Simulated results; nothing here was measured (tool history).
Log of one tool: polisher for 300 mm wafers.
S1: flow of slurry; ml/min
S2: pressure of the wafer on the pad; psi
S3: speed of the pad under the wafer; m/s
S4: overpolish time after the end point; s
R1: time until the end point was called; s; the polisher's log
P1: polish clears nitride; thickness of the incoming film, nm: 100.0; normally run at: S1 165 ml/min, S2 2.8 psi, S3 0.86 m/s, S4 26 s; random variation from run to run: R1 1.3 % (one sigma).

{"run": 1, "day": 0.129, "S1": 165, "S2": 2.8, "S3": 0.86, "S4": 26, "R1": 139.67}
{"run": 2, "day": 0.242, "S1": 165, "S2": 2.8, "S3": 1.28, "S4": 26, "R1": 92.387}
{"run": 3, "day": 0.317, "S1": 165, "S2": 2.8, "S3": 0.86, "S4": 26, "R1": 140.82}
{"day": 0.346, "done": "head pressure recalibrated"}
{"run": 4, "day": 0.446, "S1": 225, "S2": 2.8, "S3": 0.86, "S4": 26, "R1": 133.01}
{"run": 5, "day": 0.55, "S1": 165, "S2": 4.4, "S3": 0.86, "S4": 26, "R1": 87.964}
{"run": 6, "day": 0.725, "S1": 165, "S2": 1.5, "S3": 0.86, "S4": 50, "R1": 262.84}
{"run": 7, "day": 0.896, "S1": 165, "S2": 2.8, "S3": 0.86, "S4": 26, "R1": 138.06}
{"run": 8, "day": 1.004, "S1": 165, "S2": 1.5, "S3": 0.86, "S4": 26, "R1": 257.11}
{"run": 9, "day": 1.083, "S1": 165, "S2": 2.8, "S3": 0.86, "S4": 41, "R1": 138.16}
{"run": 10, "day": 1.246, "S1": 165, "S2": 2.8, "S3": 0.86, "S4": 26, "R1": 134.16}
{"run": 11, "day": 1.325, "S1": 165, "S2": 2.8, "S3": 0.52, "S4": 26, "R1": 228.25}
{"run": 12, "day": 1.492, "S1": 100, "S2": 2.8, "S3": 0.86, "S4": 26, "R1": 149.64}

Forecast run 13:
{"run": 13, "day": 1.612, "S1": 165, "S2": 2.8, "S3": 0.86, "S4": 26, "R1": "?"}

{"run 13": {"R1": 138.91}}
